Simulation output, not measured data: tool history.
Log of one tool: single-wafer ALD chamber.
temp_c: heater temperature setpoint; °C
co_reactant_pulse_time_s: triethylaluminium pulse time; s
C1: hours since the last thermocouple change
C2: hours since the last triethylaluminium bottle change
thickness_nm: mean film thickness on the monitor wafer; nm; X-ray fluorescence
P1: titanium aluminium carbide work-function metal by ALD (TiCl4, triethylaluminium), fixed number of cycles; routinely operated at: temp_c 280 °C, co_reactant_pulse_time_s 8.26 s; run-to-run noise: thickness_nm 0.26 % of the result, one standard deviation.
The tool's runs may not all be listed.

run 1 hour=3.3 | temp_c=280 co_reactant_pulse_time_s=8.26 | C1=989.0 C2=861.1 | thickness_nm=1.8068
run 2 hour=6.9 | temp_c=300 co_reactant_pulse_time_s=8.26 | C1=992.6 C2=864.7 | thickness_nm=1.9814
run 3 hour=10.8 | temp_c=280 co_reactant_pulse_time_s=8.26 | C1=996.5 C2=868.6 | thickness_nm=1.8148
run 4 hour=14.3 | temp_c=280 co_reactant_pulse_time_s=12.43 | C1=1000.0 C2=872.1 | thickness_nm=1.8955
run 5 hour=16.7 | temp_c=280 co_reactant_pulse_time_s=2.84 | C1=1002.4 C2=874.5 | thickness_nm=1.2021
run 6 hour=20.4 | temp_c=280 co_reactant_pulse_time_s=8.26 | C1=1006.1 C2=878.2 | thickness_nm=1.8099
run 7 hour=24.9 | temp_c=296 co_reactant_pulse_time_s=3.35 | C1=1010.6 C2=882.7 | thickness_nm=1.4158
run 8 hour=28.1 | temp_c=258 co_reactant_pulse_time_s=8.26 | C1=1013.8 C2=885.9 | thickness_nm=1.6311
run 9 hour=30.3 | temp_c=294 co_reactant_pulse_time_s=12.48 | C1=1016.0 C2=888.1 | thickness_nm=2.0283
run 10 hour=33.1 | temp_c=280 co_reactant_pulse_time_s=8.26 | C1=1018.8 C2=890.9 | thickness_nm=1.8074
run 11 hour=36.0 | temp_c=280 co_reactant_pulse_time_s=8.26 | C1=1021.7 C2=893.8 | thickness_nm=1.8061

Estimate the outcome of run 12 from the log above:
run 12 hour=38.2 | temp_c=280 co_reactant_pulse_time_s=8.26 | C1=1023.9 C2=896.0 | thickness_nm=?

Run 12 came out at thickness_nm 1.8085 nm.

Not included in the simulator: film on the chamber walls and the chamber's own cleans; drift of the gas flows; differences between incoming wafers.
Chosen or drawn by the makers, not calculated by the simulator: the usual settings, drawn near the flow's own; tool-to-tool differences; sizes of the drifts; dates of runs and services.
